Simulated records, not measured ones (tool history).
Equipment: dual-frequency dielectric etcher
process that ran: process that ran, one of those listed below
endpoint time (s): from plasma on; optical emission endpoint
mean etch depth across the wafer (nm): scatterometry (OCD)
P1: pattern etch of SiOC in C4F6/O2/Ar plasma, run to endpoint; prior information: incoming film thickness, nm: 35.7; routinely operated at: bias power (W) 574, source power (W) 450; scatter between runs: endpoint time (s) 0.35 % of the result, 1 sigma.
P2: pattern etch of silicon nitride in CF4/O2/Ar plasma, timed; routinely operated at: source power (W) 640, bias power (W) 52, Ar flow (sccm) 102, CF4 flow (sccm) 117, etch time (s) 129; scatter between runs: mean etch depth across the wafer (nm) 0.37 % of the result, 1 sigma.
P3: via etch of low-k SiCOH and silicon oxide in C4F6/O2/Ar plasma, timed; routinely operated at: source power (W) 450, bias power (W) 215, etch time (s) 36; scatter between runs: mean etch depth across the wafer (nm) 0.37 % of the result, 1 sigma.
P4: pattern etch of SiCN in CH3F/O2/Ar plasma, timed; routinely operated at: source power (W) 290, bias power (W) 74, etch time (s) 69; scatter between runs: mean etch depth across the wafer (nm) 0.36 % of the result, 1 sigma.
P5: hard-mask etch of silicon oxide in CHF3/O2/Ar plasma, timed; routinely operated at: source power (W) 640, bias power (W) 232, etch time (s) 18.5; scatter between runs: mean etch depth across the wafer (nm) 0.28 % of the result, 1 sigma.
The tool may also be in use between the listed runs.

| run | hour | process that ran | bias power (W) | source power (W) | etch time (s) | Ar flow (sccm) | CF4 flow (sccm) | hours since the last wet clean | hours since the last bias power generator calibration | hours since the last source power generator calibration | endpoint time (s) | mean etch depth across the wafer (nm) |
|---|---|---|---|---|---|---|---|---|---|---|---|---|
| 1 | 5.5 | P1 | 574 | 450 |  |  |  | 221.8 | 2058.7 | 1340.7 | 11.017 |  |
| 2 | 9.7 | P1 | 708 | 610 |  |  |  | 226 | 2062.9 | 1344.9 | 9.1695 |  |
| 3 | 14.5 | P3 | 272 | 450 | 36 |  |  | 230.8 | 2067.7 | 1349.7 |  | 99.685 |
| 4 | 20.1 | P1 | 451 | 450 |  |  |  | 236.4 | 2073.3 | 1355.3 | 12.171 |  |
| 5 | 25.2 | P2 | 52 | 640 | 80.5 | 102 | 117 | 241.5 | 2078.4 | 1360.4 |  | 189.38 |
| 6 | 30.3 | P5 | 232 | 640 | 18.5 |  |  | 246.6 | 2083.5 | 1365.5 |  | 41.924 |
| 7 | 33.4 | P1 | 574 | 540 |  |  |  | 249.7 | 2086.6 | 1368.6 | 10.316 |  |
| 8 | 39 | P5 | 232 | 640 | 18.5 |  |  | 255.3 | 2092.2 | 1374.2 |  | 41.908 |
| 9 | 43.8 | P1 | 574 | 450 |  |  |  | 260.1 | 2097 | 1379 | 11.114 |  |
| 10 | 49.2 | P4 | 97 | 290 | 69 |  |  | 265.5 | 2102.4 | 1384.4 |  | 25.314 |
| 11 | 55.3 | P3 | 215 | 550 | 36 |  |  | 271.6 | 2108.5 | 1390.5 |  | 99.337 |
| 12 | 60.5 | P5 | 326 | 640 | 18.5 |  |  | 276.8 | 2113.7 | 1395.7 |  | 47.645 |
| 13 | 66.4 | P4 | 74 | 290 | 69 |  |  | 282.7 | 2119.6 | 1401.6 |  | 22.986 |
| 14 | 69.5 | P5 | 232 | 910 | 18.5 |  |  | 285.8 | 2122.7 | 1404.7 |  | 48.004 |
| 15 | 74.5 | P3 | 215 | 450 | 24 |  |  | 290.8 | 2127.7 | 1409.7 |  | 61.898 |
| 16 | 80.4 | P1 | 762 | 620 |  |  |  | 296.7 | 2133.6 | 1415.6 | 8.8254 |  |
| 17 | 85.6 | P2 | 65 | 640 | 129 | 102 | 117 | 301.9 | 2138.8 | 1420.8 |  | 329.94 |
| 18 | 89.3 | P1 | 728 | 600 |  |  |  | 305.6 | 2142.5 | 1424.5 | 9.1498 |  |
| 19 | 94.3 | P1 | 574 | 450 |  |  |  | 310.6 | 2147.5 | 1429.5 | 11.124 |  |
| 20 | 98.6 | P4 | 74 | 290 | 103.5 |  |  | 314.9 | 2151.8 | 1433.8 |  | 34.387 |
| 21 | 101.9 | P2 | 52 | 640 | 129 | 102 | 81 | 318.2 | 2155.1 | 1437.1 |  | 290.48 |
| 22 | 107.2 | P4 | 74 | 290 | 69 |  |  | 323.5 | 2160.4 | 1442.4 |  | 22.913 |
| 23 | 113.3 | P1 | 574 | 340 |  |  |  | 329.6 | 2166.5 | 1448.5 | 12.327 |  |
| 24 | 118.8 | P2 | 52 | 390 | 129 | 102 | 117 | 335.1 | 2172 | 1454 |  | 198.67 |
| 25 | 125.1 | P1 | 574 | 450 |  |  |  | 341.4 | 2178.3 | 1460.3 | 11.018 |  |
| 26 | 131.7 | P3 | 215 | 450 | 36 |  |  | 348 | 2184.9 | 1466.9 |  | 92.616 |
| 27 | 138.1 | P2 | 52 | 640 | 129 | 102 | 117 | 354.4 | 2191.3 | 1473.3 |  | 305.38 |
| 28 | 144.3 | P3 | 215 | 450 | 36 |  |  | 360.6 | 2197.5 | 1479.5 |  | 92.933 |
| 29 | 149.8 | P1 | 574 | 450 |  |  |  | 366.1 | 2203 | 1485 | 11.08 |  |
| 30 | 154.1 | P1 | 741 | 450 |  |  |  | 370.4 | 2207.3 | 1489.3 | 10.029 |  |
| 31 | 158.9 | P2 | 52 | 640 | 129 | 71 | 117 | 375.2 | 2212.1 | 1494.1 |  | 318.01 |
| 32 | 162.9 | P4 | 74 | 200 | 69 |  |  | 379.2 | 2216.1 | 1498.1 |  | 19.957 |
| 33 | 168.4 | P5 | 232 | 640 | 26 |  |  | 384.7 | 2221.6 | 1503.6 |  | 59.077 |
| 34 | 173.2 | P1 | 574 | 450 |  |  |  | 389.5 | 2226.4 | 1508.4 | 10.95 |  |
| 35 | 179.7 | P1 | 574 | 450 |  |  |  | 396 | 2232.9 | 1514.9 | 11.207 |  |
| 36 | 185.7 | P1 | 574 | 450 |  |  |  | 402 | 2238.9 | 1520.9 | 11.179 |  |
| 37 | 190.9 | P1 | 574 | 450 |  |  |  | 407.2 | 2244.1 | 1526.1 | 11.193 |  |
| 38 | 198 | P1 | 574 | 450 |  |  |  | 414.3 | 2251.2 | 1533.2 | 11.253 |  |
| 39 | 203.6 | P1 | 574 | 450 |  |  |  | 419.9 | 2256.8 | 1538.8 | 11.262 |  |
|  | 206.1 | wet clean of the chamber |
| 40 | 210.2 | P1 | 574 | 450 |  |  |  | 4.1 | 2263.4 | 1545.4 | 11.28 |  |
| 41 | 214.1 | P1 | 574 | 450 |  |  |  | 8 | 2267.3 | 1549.3 | 11.228 |  |
| 42 | 220 | P1 | 574 | 450 |  |  |  | 13.9 | 2273.2 | 1555.2 | 11.242 |  |
| 43 | 227 | P1 | 574 | 450 |  |  |  | 20.9 | 2280.2 | 1562.2 | 11.219 |  |

Something has made what P1 gives creep away from where it was; the 2 causes below, each at its own stated size, fit the log equally well:
A: source power that arrives under what is set, % = 4.63
B: bias power that arrives under what is set, % = 4.51
The drift started at roughly hour 173.2.
Each remaining cause and why it is not a fit:
chamber walls in a state that lowers the etch rate, %: maintenance at hour 206.1, after the shift began, did not return the process to its former output

You are offered 4 check runs, listed below with question marks in place of their results; each one averages 2 wafers. Which run separates the listed causes by giving clearly different results for each?
| check 1 | 234 | P5 | 232 | 640 | 18.5 |  |  |  |  |  |  | ? |
| check 2 | 234 | P3 | 215 | 450 | 36 |  |  |  |  |  |  | ? |
| check 3 | 234 | P4 | 74 | 290 | 69 |  |  |  |  |  |  | ? |
| check 4 | 234 | P2 | 52 | 640 | 129 | 102 | 117 |  |  |  |  | ? |

Predicted outcomes, by check and by cause:
| check | result | if A | if B |
|---|---|---|---|
| check 1 | mean etch depth across the wafer (nm) | 41.302 | 41.374 |
| check 2 | mean etch depth across the wafer (nm) | 91.211 | 91.52 |
| check 3 | mean etch depth across the wafer (nm) | 22.497 | 22.518 |
| check 4 | mean etch depth across the wafer (nm) | 292.27 | 299.58 |
How far apart the two closest causes lie, in the result that separates them most: check 1 0.17 %; check 2 0.34 %; check 3 0.09 %; check 4 2.47 %
Only check 4 tells the causes apart: in the others they would give nearly the same result.

Check 4 was then run and gave: mean etch depth across the wafer (nm) 291.68. Which cause is it?

The cause is A: source power that arrives under what is set, %.

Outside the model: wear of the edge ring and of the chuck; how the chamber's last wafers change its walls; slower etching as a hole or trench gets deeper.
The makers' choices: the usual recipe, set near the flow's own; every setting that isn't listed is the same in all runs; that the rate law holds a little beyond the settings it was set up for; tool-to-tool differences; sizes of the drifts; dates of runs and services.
